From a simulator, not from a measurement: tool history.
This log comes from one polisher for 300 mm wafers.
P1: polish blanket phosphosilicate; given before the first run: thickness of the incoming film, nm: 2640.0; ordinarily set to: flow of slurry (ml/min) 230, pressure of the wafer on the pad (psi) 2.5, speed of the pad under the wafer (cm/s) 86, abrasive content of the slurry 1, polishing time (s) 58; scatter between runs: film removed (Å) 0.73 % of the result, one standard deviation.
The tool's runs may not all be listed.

run,hour,flow of slurry (ml/min),pressure of the wafer on the pad (psi),speed of the pad under the wafer (cm/s),abrasive content of the slurry,polishing time (s),wafers polished on this pad,hours since the slurry nozzle was cleaned,hours since the head pressure was calibrated,hours since the slurry blender was calibrated,hours since the conditioning disc was replaced,film removed (Å)
1,5.4,230,2.5,86,1,58,642,205.5,803.9,25.9,81.3,3013.5
2,14.4,140,2.5,86,1,58,748,214.5,812.9,34.9,90.3,2837.2
3,20.7,300,2.5,86,1,58,822,220.8,819.2,41.2,96.6,3075.9
4,28.3,230,2.5,86,1,58,911,228.4,826.8,48.8,104.2,2998.2
5,34.9,230,2.5,86,0.6,58,988,235,833.4,55.4,110.8,2321.3
# hour 41.2: slurry blender recalibrated
6,45.3,230,2.5,86,1,58,1110,245.4,843.8,4.1,121.2,3007
7,56.6,230,1.2,86,1,58,1243,256.7,855.1,15.4,132.5,1452.8
8,62.6,230,2.5,52,1,58,1313,262.7,861.1,21.4,138.5,2008.7
9,71.6,230,2.5,136,1,58,1419,271.7,870.1,30.4,147.5,4313.3
10,80.7,230,2.5,86,1,58,1525,280.8,879.2,39.5,156.6,3027.5
11,88.8,230,2.5,86,1.35,58,1620,288.9,887.3,47.6,164.7,3426.8
12,97.3,230,2.5,86,1,85,1720,297.4,895.8,56.1,173.2,4381.8
13,102.9,230,1.9,86,1,45,1786,303,901.4,61.7,178.8,1793.4
14,112.5,335,1.8,86,1,58,1898,312.6,911,71.3,188.4,2247.2
15,118.9,230,2.5,86,1,58,1974,319,917.4,77.7,194.8,3030.9
16,127.2,230,3.8,86,1,58,2071,327.3,925.7,86,203.1,4582
17,134.8,230,2.5,86,1,29,2160,334.9,933.3,93.6,210.7,1508.2
18,142.9,230,2.5,86,1,58,2255,343,941.4,101.7,218.8,3003.4
19,147.8,230,2.5,86,1,58,2313,347.9,946.3,106.6,223.7,2919.4
20,156.6,230,2.5,86,1,58,2416,356.7,955.1,115.4,232.5,2832.4
21,164.2,230,2.5,86,1,58,2505,364.3,962.7,123,240.1,2812.4
# hour 165.4: conditioning disc replaced and pad reconditioned
# hour 169.7: worn pad replaced by a new one
# hour 171.1: slurry nozzle cleaned
22,173.9,230,2.5,86,1,58,49,2.8,972.4,132.7,8.5,2753
23,181.9,230,2.5,86,1,58,143,10.8,980.4,140.7,16.5,2736.3
24,188,230,2.5,86,1,58,214,16.9,986.5,146.8,22.6,2744.1
25,196.7,230,2.5,86,1,58,316,25.6,995.2,155.5,31.3,2692.9

What P1 gives has crept off from where it sat before. The 2 causes that follow fit the log equally well, each at the size noted:
A: head's pressure below its setpoint, % = 9.96
B: abrasive missing from the slurry, % = 19.6
Onset of the creep was near hour 142.9.
Each remaining cause and why it is not a fit:
removal rate lost through wear of the pad, %: was serviced at hour 169.7, once the creep was under way, yet the earlier output never came back
slurry flow missing at the pad, %: was serviced at hour 171.1, once the creep was under way, yet the earlier output never came back
time polished since the conditioner stopped cutting, s: was serviced at hour 165.4, once the creep was under way, yet the earlier output never came back

Which of the check runs below tells the causes apart, meaning the causes would give it clearly different results? Each run uses 5 wafers whose results are averaged, and each result is shown as a question mark.
check 1,205.4,230,2.5,86,0.6,58,,,,,,?
check 2,205.4,230,3.7,86,1,58,,,,,,?
check 3,205.4,230,2.5,126,1,31,,,,,,?
check 4,205.4,230,2.5,134,1,58,,,,,,?

Outcome of each check run for each possible cause:
check,result,if A,if B
check 1,film removed (Å),2087.1,2030.2
check 2,film removed (Å),4024.9,4024.2
check 3,film removed (Å),1973,1972.6
check 4,film removed (Å),3877.7,3877
Minimum pairwise separation of causes per check, each pair taken at its best-separating result: check 1 2.76 %; check 2 0.02 %; check 3 0.02 %; check 4 0.02 %
The causes can be told apart only by check 1. The other checks would give nearly the same results under each of them.

Check 1 was carried out, with these results: film removed (Å) 2026.1. Which of the listed causes is responsible?

It is B: abrasive missing from the slurry, %.
